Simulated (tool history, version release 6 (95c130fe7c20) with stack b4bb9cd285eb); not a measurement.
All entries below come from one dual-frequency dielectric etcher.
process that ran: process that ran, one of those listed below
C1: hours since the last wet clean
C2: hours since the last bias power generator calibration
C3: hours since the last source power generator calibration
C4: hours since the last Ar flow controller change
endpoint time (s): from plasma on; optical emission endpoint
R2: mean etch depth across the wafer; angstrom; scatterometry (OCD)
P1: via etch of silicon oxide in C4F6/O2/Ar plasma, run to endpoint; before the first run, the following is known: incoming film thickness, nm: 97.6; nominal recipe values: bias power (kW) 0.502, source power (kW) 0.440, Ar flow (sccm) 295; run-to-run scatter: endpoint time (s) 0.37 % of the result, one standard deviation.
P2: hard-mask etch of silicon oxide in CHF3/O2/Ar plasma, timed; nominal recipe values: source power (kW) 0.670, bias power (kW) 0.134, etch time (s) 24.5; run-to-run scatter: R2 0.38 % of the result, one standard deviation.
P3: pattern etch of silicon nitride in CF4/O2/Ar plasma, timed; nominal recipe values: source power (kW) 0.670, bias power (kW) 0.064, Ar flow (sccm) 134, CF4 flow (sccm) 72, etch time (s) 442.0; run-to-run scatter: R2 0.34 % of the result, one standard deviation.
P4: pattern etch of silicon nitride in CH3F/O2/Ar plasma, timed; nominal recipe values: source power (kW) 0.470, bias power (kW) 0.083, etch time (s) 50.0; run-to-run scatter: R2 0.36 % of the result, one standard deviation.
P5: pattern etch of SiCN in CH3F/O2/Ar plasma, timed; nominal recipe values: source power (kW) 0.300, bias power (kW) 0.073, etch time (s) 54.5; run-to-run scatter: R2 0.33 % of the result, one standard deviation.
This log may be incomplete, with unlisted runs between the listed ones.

run 1 hour=7.5 | process_that_ran=P1 bias_power_(kW)=0.502 source_power_(kW)=0.440 Ar_flow_(sccm)=295 | C1=355.6 C2=2011.7 C3=1873.2 C4=1834.8 | endpoint_time_(s)=20.692
run 2 hour=14.3 | process_that_ran=P5 bias_power_(kW)=0.073 source_power_(kW)=0.300 etch_time_(s)=54.5 | C1=362.4 C2=2018.5 C3=1880.0 C4=1841.6 | R2=181.65
run 3 hour=23.1 | process_that_ran=P2 bias_power_(kW)=0.134 source_power_(kW)=0.670 etch_time_(s)=24.5 | C1=371.2 C2=2027.3 C3=1888.8 C4=1850.4 | R2=448.42
run 4 hour=35.5 | process_that_ran=P2 bias_power_(kW)=0.134 source_power_(kW)=0.670 etch_time_(s)=35.5 | C1=383.6 C2=2039.7 C3=1901.2 C4=1862.8 | R2=648.14
run 5 hour=47.4 | process_that_ran=P1 bias_power_(kW)=0.502 source_power_(kW)=0.440 Ar_flow_(sccm)=295 | C1=395.5 C2=2051.6 C3=1913.1 C4=1874.7 | endpoint_time_(s)=20.588
run 6 hour=59.3 | process_that_ran=P1 bias_power_(kW)=0.705 source_power_(kW)=0.440 Ar_flow_(sccm)=295 | C1=407.4 C2=2063.5 C3=1925.0 C4=1886.6 | endpoint_time_(s)=18.042
run 7 hour=66.0 | process_that_ran=P1 bias_power_(kW)=0.502 source_power_(kW)=0.440 Ar_flow_(sccm)=295 | C1=414.1 C2=2070.2 C3=1931.7 C4=1893.3 | endpoint_time_(s)=20.432
run 8 hour=74.2 | process_that_ran=P1 bias_power_(kW)=0.502 source_power_(kW)=0.330 Ar_flow_(sccm)=295 | C1=422.3 C2=2078.4 C3=1939.9 C4=1901.5 | endpoint_time_(s)=22.855
run 9 hour=85.6 | process_that_ran=P4 bias_power_(kW)=0.083 source_power_(kW)=0.470 etch_time_(s)=50.0 | C1=433.7 C2=2089.8 C3=1951.3 C4=1912.9 | R2=391.80
run 10 hour=96.6 | process_that_ran=P1 bias_power_(kW)=0.502 source_power_(kW)=0.440 Ar_flow_(sccm)=358 | C1=444.7 C2=2100.8 C3=1962.3 C4=1923.9 | endpoint_time_(s)=20.871
run 11 hour=106.9 | process_that_ran=P3 bias_power_(kW)=0.064 source_power_(kW)=0.670 Ar_flow_(sccm)=93 etch_time_(s)=442.0 CF4_flow_(sccm)=72 | C1=455.0 C2=2111.1 C3=1972.6 C4=1934.2 | R2=11459.00
run 12 hour=114.5 | process_that_ran=P1 bias_power_(kW)=0.502 source_power_(kW)=0.440 Ar_flow_(sccm)=295 | C1=462.6 C2=2118.7 C3=1980.2 C4=1941.8 | endpoint_time_(s)=20.523
run 13 hour=121.0 | process_that_ran=P3 bias_power_(kW)=0.064 source_power_(kW)=0.670 Ar_flow_(sccm)=134 etch_time_(s)=442.0 CF4_flow_(sccm)=72 | C1=469.1 C2=2125.2 C3=1986.7 C4=1948.3 | R2=10922.00
run 14 hour=127.0 | process_that_ran=P1 bias_power_(kW)=0.502 source_power_(kW)=0.440 Ar_flow_(sccm)=214 | C1=475.1 C2=2131.2 C3=1992.7 C4=1954.3 | endpoint_time_(s)=19.710
run 15 hour=132.5 | process_that_ran=P5 bias_power_(kW)=0.043 source_power_(kW)=0.300 etch_time_(s)=54.5 | C1=480.6 C2=2136.7 C3=1998.2 C4=1959.8 | R2=152.20
run 16 hour=142.6 | process_that_ran=P1 bias_power_(kW)=0.502 source_power_(kW)=0.600 Ar_flow_(sccm)=295 | C1=490.7 C2=2146.8 C3=2008.3 C4=1969.9 | endpoint_time_(s)=18.372
run 17 hour=154.7 | process_that_ran=P2 bias_power_(kW)=0.184 source_power_(kW)=0.670 etch_time_(s)=24.5 | C1=502.8 C2=2158.9 C3=2020.4 C4=1982.0 | R2=496.90
run 18 hour=167.1 | process_that_ran=P1 bias_power_(kW)=0.502 source_power_(kW)=0.340 Ar_flow_(sccm)=399 | C1=515.2 C2=2171.3 C3=2032.8 C4=1994.4 | endpoint_time_(s)=23.255
run 19 hour=173.2 | process_that_ran=P1 bias_power_(kW)=0.403 source_power_(kW)=0.570 Ar_flow_(sccm)=295 | C1=521.3 C2=2177.4 C3=2038.9 C4=2000.5 | endpoint_time_(s)=20.206
run 20 hour=181.0 | process_that_ran=P5 bias_power_(kW)=0.073 source_power_(kW)=0.170 etch_time_(s)=54.5 | C1=529.1 C2=2185.2 C3=2046.7 C4=2008.3 | R2=146.67
run 21 hour=193.0 | process_that_ran=P1 bias_power_(kW)=0.502 source_power_(kW)=0.440 Ar_flow_(sccm)=295 | C1=541.1 C2=2197.2 C3=2058.7 C4=2020.3 | endpoint_time_(s)=20.504
run 22 hour=198.4 | process_that_ran=P3 bias_power_(kW)=0.087 source_power_(kW)=0.670 Ar_flow_(sccm)=134 etch_time_(s)=442.0 CF4_flow_(sccm)=72 | C1=546.5 C2=2202.6 C3=2064.1 C4=2025.7 | R2=12482.00
run 23 hour=210.1 | process_that_ran=P4 bias_power_(kW)=0.083 source_power_(kW)=0.470 etch_time_(s)=28.0 | C1=558.2 C2=2214.3 C3=2075.8 C4=2037.4 | R2=219.82
run 24 hour=218.2 | process_that_ran=P1 bias_power_(kW)=0.408 source_power_(kW)=0.440 Ar_flow_(sccm)=295 | C1=566.3 C2=2222.4 C3=2083.9 C4=2045.5 | endpoint_time_(s)=22.210
run 25 hour=223.7 | process_that_ran=P4 bias_power_(kW)=0.112 source_power_(kW)=0.470 etch_time_(s)=50.0 | C1=571.8 C2=2227.9 C3=2089.4 C4=2051.0 | R2=434.91
run 26 hour=231.9 | process_that_ran=P5 bias_power_(kW)=0.073 source_power_(kW)=0.300 etch_time_(s)=38.0 | C1=580.0 C2=2236.1 C3=2097.6 C4=2059.2 | R2=127.67
run 27 hour=238.9 | process_that_ran=P3 bias_power_(kW)=0.064 source_power_(kW)=0.670 Ar_flow_(sccm)=134 etch_time_(s)=571.0 CF4_flow_(sccm)=72 | C1=587.0 C2=2243.1 C3=2104.6 C4=2066.2 | R2=14146.00
run 28 hour=245.5 | process_that_ran=P3 bias_power_(kW)=0.064 source_power_(kW)=0.670 Ar_flow_(sccm)=134 etch_time_(s)=442.0 CF4_flow_(sccm)=96 | C1=593.6 C2=2249.7 C3=2111.2 C4=2072.8 | R2=11423.00
run 29 hour=254.9 | process_that_ran=P1 bias_power_(kW)=0.502 source_power_(kW)=0.440 Ar_flow_(sccm)=295 | C1=603.0 C2=2259.1 C3=2120.6 C4=2082.2 | endpoint_time_(s)=20.589
run 30 hour=261.9 | process_that_ran=P2 bias_power_(kW)=0.134 source_power_(kW)=0.950 etch_time_(s)=24.5 | C1=610.0 C2=2266.1 C3=2127.6 C4=2089.2 | R2=515.04
run 31 hour=270.8 | process_that_ran=P4 bias_power_(kW)=0.083 source_power_(kW)=0.590 etch_time_(s)=50.0 | C1=618.9 C2=2275.0 C3=2136.5 C4=2098.1 | R2=428.20
run 32 hour=276.9 | process_that_ran=P3 bias_power_(kW)=0.064 source_power_(kW)=0.390 Ar_flow_(sccm)=134 etch_time_(s)=442.0 CF4_flow_(sccm)=72 | C1=625.0 C2=2281.1 C3=2142.6 C4=2104.2 | R2=6895.90
run 33 hour=287.4 | process_that_ran=P1 bias_power_(kW)=0.502 source_power_(kW)=0.440 Ar_flow_(sccm)=295 | C1=635.5 C2=2291.6 C3=2153.1 C4=2114.7 | endpoint_time_(s)=20.516
run 34 hour=297.1 | process_that_ran=P1 bias_power_(kW)=0.502 source_power_(kW)=0.440 Ar_flow_(sccm)=295 | C1=645.2 C2=2301.3 C3=2162.8 C4=2124.4 | endpoint_time_(s)=20.748
run 35 hour=304.4 | process_that_ran=P1 bias_power_(kW)=0.502 source_power_(kW)=0.440 Ar_flow_(sccm)=295 | C1=652.5 C2=2308.6 C3=2170.1 C4=2131.7 | endpoint_time_(s)=20.687
run 36 hour=314.5 | process_that_ran=P1 bias_power_(kW)=0.502 source_power_(kW)=0.440 Ar_flow_(sccm)=295 | C1=662.6 C2=2318.7 C3=2180.2 C4=2141.8 | endpoint_time_(s)=20.863
-- hour=317.7 wet clean of the chamber
run 37 hour=324.4 | process_that_ran=P1 bias_power_(kW)=0.502 source_power_(kW)=0.440 Ar_flow_(sccm)=295 | C1=6.7 C2=2328.6 C3=2190.1 C4=2151.7 | endpoint_time_(s)=20.800
run 38 hour=336.2 | process_that_ran=P1 bias_power_(kW)=0.502 source_power_(kW)=0.440 Ar_flow_(sccm)=295 | C1=18.5 C2=2340.4 C3=2201.9 C4=2163.5 | endpoint_time_(s)=21.038
run 39 hour=345.4 | process_that_ran=P1 bias_power_(kW)=0.502 source_power_(kW)=0.440 Ar_flow_(sccm)=295 | C1=27.7 C2=2349.6 C3=2211.1 C4=2172.7 | endpoint_time_(s)=20.912
run 40 hour=354.0 | process_that_ran=P1 bias_power_(kW)=0.502 source_power_(kW)=0.440 Ar_flow_(sccm)=295 | C1=36.3 C2=2358.2 C3=2219.7 C4=2181.3 | endpoint_time_(s)=20.943

The log shows P1 creeping away from where it was. Any of the 2 causes listed here, at the size stated for it, fits the log just as well as the others:
A: source power that arrives under what is set, % = 4.91
B: bias power that arrives under what is set, % = 4.88
At approximately hour 287.4, the process output began to creep.
Every other cause this tool's parts could produce, and why it does not fit the log:
chamber walls in a state that lowers the etch rate, %: its service at hour 317.7 followed the start of the drift and did not put the process back to its old value
Ar flow that arrives over what is set, %: capped at 8; at that size endpoint time (s) would change by +0.9 %, too little to explain the creep or opposite to it

Each of the check runs listed below is run on 2 wafers and reports their average, with the results left as question marks. Pick the one under which the possible causes would lead to clearly different results.
run check 1 hour=362.6 | process_that_ran=P3 bias_power_(kW)=0.064 source_power_(kW)=0.670 Ar_flow_(sccm)=134 etch_time_(s)=442.0 CF4_flow_(sccm)=72 | R2=?
run check 2 hour=362.6 | process_that_ran=P4 bias_power_(kW)=0.083 source_power_(kW)=0.470 etch_time_(s)=50.0 | R2=?
run check 3 hour=362.6 | process_that_ran=P2 bias_power_(kW)=0.134 source_power_(kW)=0.670 etch_time_(s)=24.5 | R2=?
run check 4 hour=362.6 | process_that_ran=P5 bias_power_(kW)=0.073 source_power_(kW)=0.300 etch_time_(s)=54.5 | R2=?

Expected result of each check under each candidate cause:
check=check_1 result=R2 if_A=10491.00 if_B=10728.00
check=check_2 result=R2 if_A=385.26 if_B=385.88
check=check_3 result=R2 if_A=439.36 if_B=441.16
check=check_4 result=R2 if_A=178.42 if_B=178.56
Smallest distance between any two causes, each pair judged by its most separating result, in per cent: check 1 2.24 %; check 2 0.16 %; check 3 0.41 %; check 4 0.08 %
The other checks would show nearly matching results whichever cause is true, so check 1 is the only one that separates the causes.

The results of check 1 are: R2 10490.00 angstrom. Based on these, which of the listed causes is it?

It was cause A: source power that arrives under what is set, %.
